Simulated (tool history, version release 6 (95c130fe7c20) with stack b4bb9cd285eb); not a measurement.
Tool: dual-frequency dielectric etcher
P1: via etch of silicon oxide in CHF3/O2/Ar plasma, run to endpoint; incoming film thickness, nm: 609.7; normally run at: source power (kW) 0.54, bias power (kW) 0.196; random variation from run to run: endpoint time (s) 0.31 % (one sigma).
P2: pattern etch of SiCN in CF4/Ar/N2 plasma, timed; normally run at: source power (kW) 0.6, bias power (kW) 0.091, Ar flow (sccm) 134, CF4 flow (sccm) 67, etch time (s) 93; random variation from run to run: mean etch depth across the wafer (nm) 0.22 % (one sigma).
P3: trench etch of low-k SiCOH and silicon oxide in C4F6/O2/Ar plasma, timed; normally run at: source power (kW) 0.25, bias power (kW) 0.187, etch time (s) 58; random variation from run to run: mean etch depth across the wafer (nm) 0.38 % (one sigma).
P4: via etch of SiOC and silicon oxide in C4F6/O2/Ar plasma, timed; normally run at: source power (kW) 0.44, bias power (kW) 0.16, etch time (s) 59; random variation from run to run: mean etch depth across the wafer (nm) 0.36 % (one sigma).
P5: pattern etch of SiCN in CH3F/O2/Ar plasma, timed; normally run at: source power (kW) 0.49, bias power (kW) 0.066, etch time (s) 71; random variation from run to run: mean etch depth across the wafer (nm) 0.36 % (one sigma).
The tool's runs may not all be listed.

run	hour	process that ran	source power (kW)	bias power (kW)	etch time (s)	Ar flow (sccm)	CF4 flow (sccm)	hours since the last wet clean	hours since the last source power generator calibration	hours since the last bias power generator calibration	endpoint time (s)	mean etch depth across the wafer (nm)
1	5.4	P1	0.54	0.196				197.5	679.5	2965.6	302.7	
2	9.2	P1	0.75	0.196				201.3	683.3	2969.4	266.85	
3	12.7	P5	0.65	0.066	71			204.8	686.8	2972.9		30.045
4	16.3	P3	0.25	0.187	86.5			208.4	690.4	2976.5		234.18
5	22.6	P5	0.49	0.066	71			214.7	696.7	2982.8		27.026
6	27.8	P4	0.44	0.16	59			219.9	701.9	2988		64.935
7	31.9	P4	0.44	0.223	59			224	706	2992.1		72.376
8	36.2	P5	0.49	0.066	92.5			228.3	710.3	2996.4		35.461
9	40	P1	0.54	0.196				232.1	714.1	3000.2	302.53	
10	44.9	P1	0.54	0.196				237	719	3005.1	300.54	
11	49.6	P1	0.72	0.158				241.7	723.7	3009.8	290.41	
12	56	P1	0.54	0.123				248.1	730.1	3016.2	352.11	
# hour 56.8: bias power generator calibrated
13	62	P3	0.25	0.187	58			254.1	736.1	5.3		158.59
14	68.1	P2	0.6	0.091	93	134	67	260.2	742.2	11.4		105.87
15	74.5	P3	0.17	0.187	58			266.6	748.6	17.8		134.75
16	81	P2	0.6	0.091	93	107	67	273.1	755.1	24.3		108.78
17	85.1	P3	0.25	0.262	58			277.2	759.2	28.4		175.77
18	89.7	P1	0.54	0.196				281.8	763.8	33	300.34	
19	94.7	P5	0.49	0.066	71			286.8	768.8	38		26.917
20	99.7	P4	0.32	0.16	59			291.8	773.8	43		57.485
21	105.6	P1	0.54	0.233				297.7	779.7	48.9	285.19	
22	112	P2	0.79	0.091	93	134	67	304.1	786.1	55.3		134.11
23	117.4	P2	0.6	0.053	93	134	67	309.5	791.5	60.7		86.891
24	121.9	P4	0.44	0.16	73			314	796	65.2		80.639
25	126.6	P5	0.49	0.044	71			318.7	800.7	69.9		23.817
26	132.7	P1	0.67	0.27				324.8	806.8	76	250.89	

The next listed run, before its measurement:
27	138.8	P1	0.68	0.272				330.9	812.9	82.1	?	

endpoint time (s): 246.1
